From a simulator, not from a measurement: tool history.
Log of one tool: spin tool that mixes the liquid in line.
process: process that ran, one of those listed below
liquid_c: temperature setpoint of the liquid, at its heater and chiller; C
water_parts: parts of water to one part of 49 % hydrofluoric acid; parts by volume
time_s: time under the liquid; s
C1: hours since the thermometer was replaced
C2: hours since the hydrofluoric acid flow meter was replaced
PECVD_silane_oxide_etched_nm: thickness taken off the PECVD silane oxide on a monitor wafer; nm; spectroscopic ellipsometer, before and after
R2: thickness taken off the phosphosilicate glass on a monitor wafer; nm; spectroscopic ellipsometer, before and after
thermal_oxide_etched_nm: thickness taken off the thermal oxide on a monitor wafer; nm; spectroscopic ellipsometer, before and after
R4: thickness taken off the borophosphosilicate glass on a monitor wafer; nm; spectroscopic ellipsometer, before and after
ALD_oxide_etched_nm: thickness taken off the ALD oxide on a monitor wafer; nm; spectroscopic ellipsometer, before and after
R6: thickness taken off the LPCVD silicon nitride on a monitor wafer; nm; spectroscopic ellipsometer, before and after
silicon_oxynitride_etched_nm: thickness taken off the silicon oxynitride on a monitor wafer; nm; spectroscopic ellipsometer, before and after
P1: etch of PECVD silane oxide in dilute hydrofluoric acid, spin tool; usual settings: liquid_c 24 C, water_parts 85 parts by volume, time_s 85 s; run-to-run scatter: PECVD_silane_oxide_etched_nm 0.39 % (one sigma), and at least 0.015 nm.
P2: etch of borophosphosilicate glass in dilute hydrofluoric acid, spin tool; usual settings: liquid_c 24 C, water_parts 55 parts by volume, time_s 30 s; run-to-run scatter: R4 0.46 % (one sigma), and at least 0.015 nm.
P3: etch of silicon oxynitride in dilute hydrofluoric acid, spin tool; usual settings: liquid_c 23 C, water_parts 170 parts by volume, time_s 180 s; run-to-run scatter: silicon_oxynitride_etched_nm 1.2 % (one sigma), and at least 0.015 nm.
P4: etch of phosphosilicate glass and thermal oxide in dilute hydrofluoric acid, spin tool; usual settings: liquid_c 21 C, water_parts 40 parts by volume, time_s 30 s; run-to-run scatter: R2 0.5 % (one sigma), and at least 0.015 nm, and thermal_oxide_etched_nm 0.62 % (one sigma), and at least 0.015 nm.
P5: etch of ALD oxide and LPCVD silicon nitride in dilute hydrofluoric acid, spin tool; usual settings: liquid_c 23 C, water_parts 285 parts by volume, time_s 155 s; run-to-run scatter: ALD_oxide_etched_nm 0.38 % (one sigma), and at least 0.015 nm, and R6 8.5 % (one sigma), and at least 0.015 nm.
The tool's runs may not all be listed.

{"run": 1, "hour": 6.6, "process": "P1", "liquid_c": 24, "water_parts": 85, "time_s": 85, "C1": 1731.3, "C2": 203.5, "PECVD_silane_oxide_etched_nm": 16.096}
{"run": 2, "hour": 13.2, "process": "P4", "liquid_c": 21, "water_parts": 40, "time_s": 15, "C1": 1737.9, "C2": 210.1, "R2": 59.915, "thermal_oxide_etched_nm": 1.7011}
{"run": 3, "hour": 17.7, "process": "P4", "liquid_c": 21, "water_parts": 70, "time_s": 30, "C1": 1742.4, "C2": 214.6, "R2": 65.483, "thermal_oxide_etched_nm": 1.8874}
{"run": 4, "hour": 23.6, "process": "P1", "liquid_c": 24, "water_parts": 85, "time_s": 85, "C1": 1748.3, "C2": 220.5, "PECVD_silane_oxide_etched_nm": 15.894}
{"run": 5, "hour": 30.3, "process": "P2", "liquid_c": 24, "water_parts": 55, "time_s": 30, "C1": 1755, "C2": 227.2, "R4": 30.529}
{"run": 6, "hour": 34.6, "process": "P1", "liquid_c": 29, "water_parts": 85, "time_s": 85, "C1": 1759.3, "C2": 231.5, "PECVD_silane_oxide_etched_nm": 19.489}
{"run": 7, "hour": 37.9, "process": "P5", "liquid_c": 23, "water_parts": 475, "time_s": 155, "C1": 1762.6, "C2": 234.8, "ALD_oxide_etched_nm": 3.3981, "R6": 0.17683}
{"run": 8, "hour": 41.1, "process": "P2", "liquid_c": 24, "water_parts": 20, "time_s": 30, "C1": 1765.8, "C2": 238, "R4": 87.362}
{"run": 9, "hour": 44.3, "process": "P5", "liquid_c": 23, "water_parts": 285, "time_s": 270, "C1": 1769, "C2": 241.2, "ALD_oxide_etched_nm": 11.902, "R6": 0.499}
{"run": 10, "hour": 49.6, "process": "P1", "liquid_c": 24, "water_parts": 85, "time_s": 85, "C1": 1774.3, "C2": 246.5, "PECVD_silane_oxide_etched_nm": 15.872}
{"run": 11, "hour": 56.3, "process": "P1", "liquid_c": 24, "water_parts": 85, "time_s": 85, "C1": 1781, "C2": 253.2, "PECVD_silane_oxide_etched_nm": 15.892}
{"run": 12, "hour": 59.5, "process": "P1", "liquid_c": 24, "water_parts": 125, "time_s": 85, "C1": 1784.2, "C2": 256.4, "PECVD_silane_oxide_etched_nm": 10.249}
{"run": 13, "hour": 65.5, "process": "P3", "liquid_c": 23, "water_parts": 170, "time_s": 55, "C1": 1790.2, "C2": 262.4, "silicon_oxynitride_etched_nm": 0.5357}
{"run": 14, "hour": 72.3, "process": "P1", "liquid_c": 19.5, "water_parts": 85, "time_s": 85, "C1": 1797, "C2": 269.2, "PECVD_silane_oxide_etched_nm": 13.225}
{"run": 15, "hour": 75.4, "process": "P5", "liquid_c": 31.5, "water_parts": 285, "time_s": 155, "C1": 1800.1, "C2": 272.3, "ALD_oxide_etched_nm": 9.0278, "R6": 0.5153}
{"run": 16, "hour": 79.1, "process": "P1", "liquid_c": 24, "water_parts": 40, "time_s": 85, "C1": 1803.8, "C2": 276, "PECVD_silane_oxide_etched_nm": 35.952}
{"run": 17, "hour": 83.5, "process": "P1", "liquid_c": 24, "water_parts": 85, "time_s": 145, "C1": 1808.2, "C2": 280.4, "PECVD_silane_oxide_etched_nm": 27.195}
{"run": 18, "hour": 87.0, "process": "P3", "liquid_c": 23, "water_parts": 170, "time_s": 180, "C1": 1811.7, "C2": 283.9, "silicon_oxynitride_etched_nm": 1.7766}
{"run": 19, "hour": 92.7, "process": "P2", "liquid_c": 24, "water_parts": 55, "time_s": 30, "C1": 1817.4, "C2": 289.6, "R4": 30.413}
{"hour": 95.1, "done": "thermometer replaced"}
{"run": 20, "hour": 98.1, "process": "P1", "liquid_c": 24, "water_parts": 85, "time_s": 85, "C1": 3, "C2": 295, "PECVD_silane_oxide_etched_nm": 15.969}
{"run": 21, "hour": 104.8, "process": "P5", "liquid_c": 23, "water_parts": 285, "time_s": 155, "C1": 9.7, "C2": 301.7, "ALD_oxide_etched_nm": 6.7905, "R6": 0.2815}
{"run": 22, "hour": 111.7, "process": "P2", "liquid_c": 24, "water_parts": 55, "time_s": 60, "C1": 16.6, "C2": 308.6, "R4": 61.255}
{"run": 23, "hour": 117.2, "process": "P5", "liquid_c": 23, "water_parts": 285, "time_s": 155, "C1": 22.1, "C2": 314.1, "ALD_oxide_etched_nm": 6.8361, "R6": 0.2694}
{"run": 24, "hour": 120.7, "process": "P4", "liquid_c": 17, "water_parts": 40, "time_s": 30, "C1": 25.6, "C2": 317.6, "R2": 100.37, "thermal_oxide_etched_nm": 2.864}
{"run": 25, "hour": 124.2, "process": "P2", "liquid_c": 30, "water_parts": 55, "time_s": 30, "C1": 29.1, "C2": 321.1, "R4": 38.696}
{"run": 26, "hour": 128.7, "process": "P1", "liquid_c": 24, "water_parts": 35, "time_s": 15, "C1": 33.6, "C2": 325.6, "PECVD_silane_oxide_etched_nm": 7.2722}
{"hour": 129.1, "done": "hydrofluoric acid flow meter replaced"}
{"run": 27, "hour": 135.5, "process": "P1", "liquid_c": 24, "water_parts": 85, "time_s": 25, "C1": 40.4, "C2": 6.4, "PECVD_silane_oxide_etched_nm": 4.6711}
{"run": 28, "hour": 141.5, "process": "P3", "liquid_c": 23, "water_parts": 60, "time_s": 180, "C1": 46.4, "C2": 12.4, "silicon_oxynitride_etched_nm": 5.5534}
{"run": 29, "hour": 145.7, "process": "P4", "liquid_c": 21, "water_parts": 40, "time_s": 30, "C1": 50.6, "C2": 16.6, "R2": 119.12, "thermal_oxide_etched_nm": 3.4386}
{"run": 30, "hour": 150.5, "process": "P3", "liquid_c": 29, "water_parts": 170, "time_s": 180, "C1": 55.4, "C2": 21.4, "silicon_oxynitride_etched_nm": 2.3573}
{"run": 31, "hour": 155.1, "process": "P1", "liquid_c": 24, "water_parts": 85, "time_s": 85, "C1": 60, "C2": 26, "PECVD_silane_oxide_etched_nm": 15.774}
{"run": 32, "hour": 159.3, "process": "P1", "liquid_c": 24, "water_parts": 85, "time_s": 85, "C1": 64.2, "C2": 30.2, "PECVD_silane_oxide_etched_nm": 16.227}
{"run": 33, "hour": 166.1, "process": "P1", "liquid_c": 24, "water_parts": 85, "time_s": 85, "C1": 71, "C2": 37, "PECVD_silane_oxide_etched_nm": 16.508}
{"run": 34, "hour": 171.9, "process": "P1", "liquid_c": 24, "water_parts": 85, "time_s": 85, "C1": 76.8, "C2": 42.8, "PECVD_silane_oxide_etched_nm": 16.741}
{"run": 35, "hour": 175.9, "process": "P1", "liquid_c": 24, "water_parts": 85, "time_s": 85, "C1": 80.8, "C2": 46.8, "PECVD_silane_oxide_etched_nm": 16.895}
{"run": 36, "hour": 179.0, "process": "P1", "liquid_c": 24, "water_parts": 85, "time_s": 85, "C1": 83.9, "C2": 49.9, "PECVD_silane_oxide_etched_nm": 16.962}
{"run": 37, "hour": 184.4, "process": "P1", "liquid_c": 24, "water_parts": 85, "time_s": 85, "C1": 89.3, "C2": 55.3, "PECVD_silane_oxide_etched_nm": 17.01}
{"run": 38, "hour": 189.6, "process": "P1", "liquid_c": 24, "water_parts": 85, "time_s": 85, "C1": 94.5, "C2": 60.5, "PECVD_silane_oxide_etched_nm": 16.975}
{"run": 39, "hour": 195.8, "process": "P1", "liquid_c": 24, "water_parts": 85, "time_s": 85, "C1": 100.7, "C2": 66.7, "PECVD_silane_oxide_etched_nm": 17.107}
{"run": 40, "hour": 199.7, "process": "P1", "liquid_c": 24, "water_parts": 85, "time_s": 85, "C1": 104.6, "C2": 70.6, "PECVD_silane_oxide_etched_nm": 17.046}
{"run": 41, "hour": 205.3, "process": "P1", "liquid_c": 24, "water_parts": 85, "time_s": 85, "C1": 110.2, "C2": 76.2, "PECVD_silane_oxide_etched_nm": 17.218}
{"run": 42, "hour": 211.7, "process": "P1", "liquid_c": 24, "water_parts": 85, "time_s": 85, "C1": 116.6, "C2": 82.6, "PECVD_silane_oxide_etched_nm": 17.051}

What P1 gives has crept away from where it was. These 2 causes fit the log equally well, each at the size given:
A: hydrofluoric acid flow above the setpoint (%) = 6.84
B: liquid hotter than its thermometer reads (K) = 1.84
The creep began at about hour 155.1.

4 check runs are offered, one wafer each, their results left as question marks. Which one tells the causes apart?
{"run": "check 1", "hour": 218.1, "process": "P5", "liquid_c": 31, "water_parts": 470, "time_s": 155, "ALD_oxide_etched_nm": "?", "R6": "?"}
{"run": "check 2", "hour": 218.1, "process": "P3", "liquid_c": 28.5, "water_parts": 170, "time_s": 180, "silicon_oxynitride_etched_nm": "?"}
{"run": "check 3", "hour": 218.1, "process": "P4", "liquid_c": 21, "water_parts": 60, "time_s": 15, "R2": "?", "thermal_oxide_etched_nm": "?"}
{"run": "check 4", "hour": 218.1, "process": "P2", "liquid_c": 24, "water_parts": 20, "time_s": 45, "R4": "?"}

What each check would give under each cause:
check=check_1 result=ALD_oxide_etched_nm if_A=4.8886 if_B=4.6817
check=check_1 result=R6 if_A=0.28867 if_B=0.2972
check=check_2 result=silicon_oxynitride_etched_nm if_A=2.5034 if_B=2.5113
check=check_3 result=R2 if_A=41.606 if_B=41.839
check=check_3 result=thermal_oxide_etched_nm if_A=1.1972 if_B=1.204
check=check_4 result=R4 if_A=141.23 if_B=142.55
How far apart the two closest causes lie, in the result that separates them most: check 1 4.32 %; check 2 0.31 %; check 3 0.56 %; check 4 0.93 %
Only check 1 tells the causes apart: in the others they would give nearly the same result.

Check 1 was then run and gave: ALD_oxide_etched_nm 4.664 nm; R6 0.29212 nm. Which cause is it?

It is B: liquid hotter than its thermometer reads (K).

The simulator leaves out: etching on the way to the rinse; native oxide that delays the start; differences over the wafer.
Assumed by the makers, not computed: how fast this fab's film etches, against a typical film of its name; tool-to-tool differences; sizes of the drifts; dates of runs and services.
